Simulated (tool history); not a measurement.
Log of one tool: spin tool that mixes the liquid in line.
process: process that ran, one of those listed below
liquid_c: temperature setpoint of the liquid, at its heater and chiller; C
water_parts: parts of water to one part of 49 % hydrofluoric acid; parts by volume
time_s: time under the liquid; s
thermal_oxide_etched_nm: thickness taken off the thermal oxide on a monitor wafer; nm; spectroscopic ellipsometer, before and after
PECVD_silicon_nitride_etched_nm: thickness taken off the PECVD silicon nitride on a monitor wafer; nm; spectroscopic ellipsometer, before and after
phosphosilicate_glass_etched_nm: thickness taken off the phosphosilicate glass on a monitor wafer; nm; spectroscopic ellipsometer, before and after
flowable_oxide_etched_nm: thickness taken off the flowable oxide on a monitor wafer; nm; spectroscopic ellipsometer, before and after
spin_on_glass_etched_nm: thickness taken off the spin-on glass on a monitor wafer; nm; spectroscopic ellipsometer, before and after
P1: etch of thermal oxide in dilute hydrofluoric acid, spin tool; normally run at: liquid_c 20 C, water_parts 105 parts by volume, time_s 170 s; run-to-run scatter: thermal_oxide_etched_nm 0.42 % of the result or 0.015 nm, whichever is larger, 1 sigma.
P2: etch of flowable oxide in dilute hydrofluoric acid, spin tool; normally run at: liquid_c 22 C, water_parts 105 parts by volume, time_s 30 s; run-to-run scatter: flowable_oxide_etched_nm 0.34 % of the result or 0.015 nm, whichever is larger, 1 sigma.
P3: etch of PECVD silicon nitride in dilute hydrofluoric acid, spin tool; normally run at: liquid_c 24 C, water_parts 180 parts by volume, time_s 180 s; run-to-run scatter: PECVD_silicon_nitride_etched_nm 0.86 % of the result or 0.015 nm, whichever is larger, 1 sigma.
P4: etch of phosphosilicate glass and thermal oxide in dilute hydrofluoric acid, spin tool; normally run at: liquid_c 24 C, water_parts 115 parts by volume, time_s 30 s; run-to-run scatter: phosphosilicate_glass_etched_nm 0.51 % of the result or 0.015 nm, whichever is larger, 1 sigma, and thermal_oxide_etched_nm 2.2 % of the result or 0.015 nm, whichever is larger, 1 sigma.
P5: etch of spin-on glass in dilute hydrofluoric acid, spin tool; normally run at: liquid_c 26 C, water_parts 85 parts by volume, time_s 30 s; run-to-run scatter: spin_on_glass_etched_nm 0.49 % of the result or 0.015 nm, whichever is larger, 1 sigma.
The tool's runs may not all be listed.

run,day,process,liquid_c,water_parts,time_s,hours since the thermometer was replaced,hours since the hydrofluoric acid flow meter was replaced,thermal_oxide_etched_nm,PECVD_silicon_nitride_etched_nm,phosphosilicate_glass_etched_nm,flowable_oxide_etched_nm,spin_on_glass_etched_nm
1,0.15,P1,20,105,170,233.4,646.4,6.5446,,,,
2,0.246,P1,20,105,170,235.7,648.7,6.5928,,,,
3,0.375,P3,24,90,180,238.8,651.8,,5.2217,,,
4,0.483,P4,24,115,60,241.4,654.4,2.4047,,66.223,,
5,0.562,P4,18,115,30,243.3,656.3,0.91668,,26.116,,
6,0.7,P2,17,105,30,246.6,659.6,,,,5.7045,
7,0.833,P1,17,105,170,249.8,662.8,5.7736,,,,
8,0.921,P5,26,85,30,251.9,664.9,,,,,16.882
# day 0.942: hydrofluoric acid flow meter replaced
9,1.042,P1,27.5,105,170,254.8,2.4,8.8592,,,,
10,1.154,P2,22,175,30,257.5,5.1,,,,3.8694,
11,1.308,P1,20,45,170,261.2,8.8,16.393,,,,
12,1.388,P1,20,105,170,263.1,10.7,6.5116,,,,
13,1.467,P2,22,105,30,265,12.6,,,,6.9774,
14,1.633,P1,20,105,170,269,16.6,6.5238,,,,
15,1.758,P1,20,105,170,272,19.6,6.5582,,,,
16,1.875,P3,24,180,70,274.8,22.4,,1.0659,,,
17,1.958,P4,24,115,30,276.8,24.4,1.1974,,33.405,,
18,2.058,P1,20,155,170,279.2,26.8,4.239,,,,
19,2.221,P1,20,105,170,283.1,30.7,6.6156,,,,
20,2.379,P5,26,85,45,286.9,34.5,,,,,25.57
21,2.533,P1,20,105,335,290.6,38.2,12.907,,,,
22,2.621,P5,26,50,30,292.7,40.3,,,,,30.243
23,2.75,P5,19,85,30,295.8,43.4,,,,,12.681
24,2.9,P3,24,180,180,299.4,47,,2.7145,,,
25,3.067,P4,24,115,30,303.4,51,1.2664,,32.999,,
26,3.154,P1,25.5,105,20,305.5,53.1,0.95539,,,,
27,3.262,P4,24,25,30,308.1,55.7,6.1977,,171.8,,
28,3.396,P1,20,105,85,311.3,58.9,3.3182,,,,
29,3.512,P3,17,180,180,314.1,61.7,,1.7023,,,

Run 30 comes next. What will it give?
30,3.638,P2,22,105,15,317.1,64.7,,,,?,

{"run 30": {"flowable_oxide_etched_nm": 3.4711}}

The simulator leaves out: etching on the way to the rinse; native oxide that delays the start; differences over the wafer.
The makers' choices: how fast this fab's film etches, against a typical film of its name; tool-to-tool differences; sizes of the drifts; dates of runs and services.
